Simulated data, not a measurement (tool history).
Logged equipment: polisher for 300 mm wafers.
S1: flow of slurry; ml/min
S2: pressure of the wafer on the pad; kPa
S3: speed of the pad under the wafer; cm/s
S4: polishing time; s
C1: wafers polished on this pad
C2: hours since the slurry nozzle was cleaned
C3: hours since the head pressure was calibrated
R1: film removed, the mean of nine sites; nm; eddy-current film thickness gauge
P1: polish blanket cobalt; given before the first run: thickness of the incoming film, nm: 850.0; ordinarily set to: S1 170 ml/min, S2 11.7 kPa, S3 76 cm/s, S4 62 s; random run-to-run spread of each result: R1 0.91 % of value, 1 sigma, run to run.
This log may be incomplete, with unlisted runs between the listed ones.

run 1 day=0.392 | S1=170 S2=11.7 S3=76 S4=62 | C1=246 C2=126.5 C3=291.5 | R1=207.8
run 2 day=0.979 | S1=170 S2=11.7 S3=76 S4=62 | C1=347 C2=140.6 C3=305.6 | R1=208.28
-- day=1.342 worn pad replaced by a new one
run 3 day=1.717 | S1=170 S2=11.7 S3=76 S4=62 | C1=65 C2=158.3 C3=323.3 | R1=209.24
run 4 day=2.275 | S1=170 S2=11.7 S3=76 S4=62 | C1=161 C2=171.7 C3=336.7 | R1=210.88
run 5 day=2.921 | S1=170 S2=11.7 S3=116 S4=62 | C1=272 C2=187.2 C3=352.2 | R1=318.96
run 6 day=3.512 | S1=170 S2=14.5 S3=76 S4=62 | C1=373 C2=201.4 C3=366.4 | R1=257.9
run 7 day=4.025 | S1=170 S2=7.6 S3=76 S4=62 | C1=461 C2=213.7 C3=378.7 | R1=134.1
run 8 day=4.658 | S1=260 S2=11.7 S3=76 S4=62 | C1=570 C2=228.9 C3=393.9 | R1=220.83
run 9 day=5.329 | S1=170 S2=11.7 S3=76 S4=96 | C1=685 C2=245 C3=410 | R1=316.3
run 10 day=5.667 | S1=170 S2=11.7 S3=76 S4=62 | C1=743 C2=253.1 C3=418.1 | R1=203.88
run 11 day=6.054 | S1=170 S2=11.7 S3=76 S4=28 | C1=810 C2=262.4 C3=427.4 | R1=94.819
run 12 day=6.738 | S1=100 S2=11.7 S3=76 S4=62 | C1=927 C2=278.8 C3=443.8 | R1=186.4
run 13 day=7.171 | S1=170 S2=11.7 S3=42 S4=62 | C1=1002 C2=289.2 C3=454.2 | R1=115.68
run 14 day=7.862 | S1=170 S2=11.7 S3=76 S4=62 | C1=1120 C2=305.8 C3=470.8 | R1=209.84
run 15 day=8.538 | S1=125 S2=11.7 S3=54 S4=62 | C1=1236 C2=322 C3=487 | R1=138.25
run 16 day=8.858 | S1=170 S2=11.7 S3=76 S4=62 | C1=1292 C2=329.7 C3=494.7 | R1=209.16
run 17 day=9.425 | S1=170 S2=11.7 S3=76 S4=62 | C1=1389 C2=343.3 C3=508.3 | R1=199.1
run 18 day=9.792 | S1=170 S2=11.7 S3=76 S4=62 | C1=1452 C2=352.1 C3=517.1 | R1=197.78
run 19 day=10.517 | S1=170 S2=11.7 S3=76 S4=62 | C1=1576 C2=369.5 C3=534.5 | R1=196.13
run 20 day=11.025 | S1=170 S2=11.7 S3=76 S4=62 | C1=1664 C2=381.7 C3=546.7 | R1=189.41
-- day=11.45 worn pad replaced by a new one
run 21 day=11.633 | S1=170 S2=11.7 S3=76 S4=62 | C1=31 C2=396.3 C3=561.3 | R1=187.66
run 22 day=11.958 | S1=170 S2=11.7 S3=76 S4=62 | C1=87 C2=404.1 C3=569.1 | R1=189.46
run 23 day=12.529 | S1=170 S2=11.7 S3=76 S4=62 | C1=185 C2=417.8 C3=582.8 | R1=189.05
run 24 day=13.133 | S1=170 S2=11.7 S3=76 S4=62 | C1=289 C2=432.3 C3=597.3 | R1=190.9

Something has made what P1 gives creep away from where it was; the 2 causes below, each at its own stated size, fit the log equally well:
A: head's pressure below its setpoint, % = 8.97
B: slurry flow missing at the pad, % = 38.6
The onset of the drift is placed at about day 8.858.
Ruled out, with reasons:
removal rate lost through wear of the pad, %: serviced at day 11.45, after the drift had started, without restoring the earlier output

4 check runs are offered, each on 2 wafers whose results are averaged, their results left as question marks. Which one tells the causes apart?
run check 1 day=13.738 | S1=100 S2=11.7 S3=76 S4=62 | R1=?
run check 2 day=13.738 | S1=170 S2=9 S3=76 S4=28 | R1=?
run check 3 day=13.738 | S1=170 S2=11.7 S3=44 S4=46 | R1=?
run check 4 day=13.738 | S1=170 S2=11.7 S3=50 S4=45 | R1=?

How each check would come out, cause by cause:
check=check_1 result=R1 if_A=170.95 if_B=161.63
check=check_2 result=R1 if_A=65.54 if_B=65.534
check=check_3 result=R1 if_A=81.517 if_B=81.511
check=check_4 result=R1 if_A=90.619 if_B=90.612
How far apart the two closest causes lie, in the result that separates them most: check 1 5.61 %; check 2 0.01 %; check 3 0.01 %; check 4 0.01 %
Check 1 distinguishes between the causes, while the remaining checks would return nearly the same result for all of them.

With check 1 done, the readings were: R1 172.61 nm. Identify which of the listed causes applies.

Of the candidate causes, it is A: head's pressure below its setpoint, %.

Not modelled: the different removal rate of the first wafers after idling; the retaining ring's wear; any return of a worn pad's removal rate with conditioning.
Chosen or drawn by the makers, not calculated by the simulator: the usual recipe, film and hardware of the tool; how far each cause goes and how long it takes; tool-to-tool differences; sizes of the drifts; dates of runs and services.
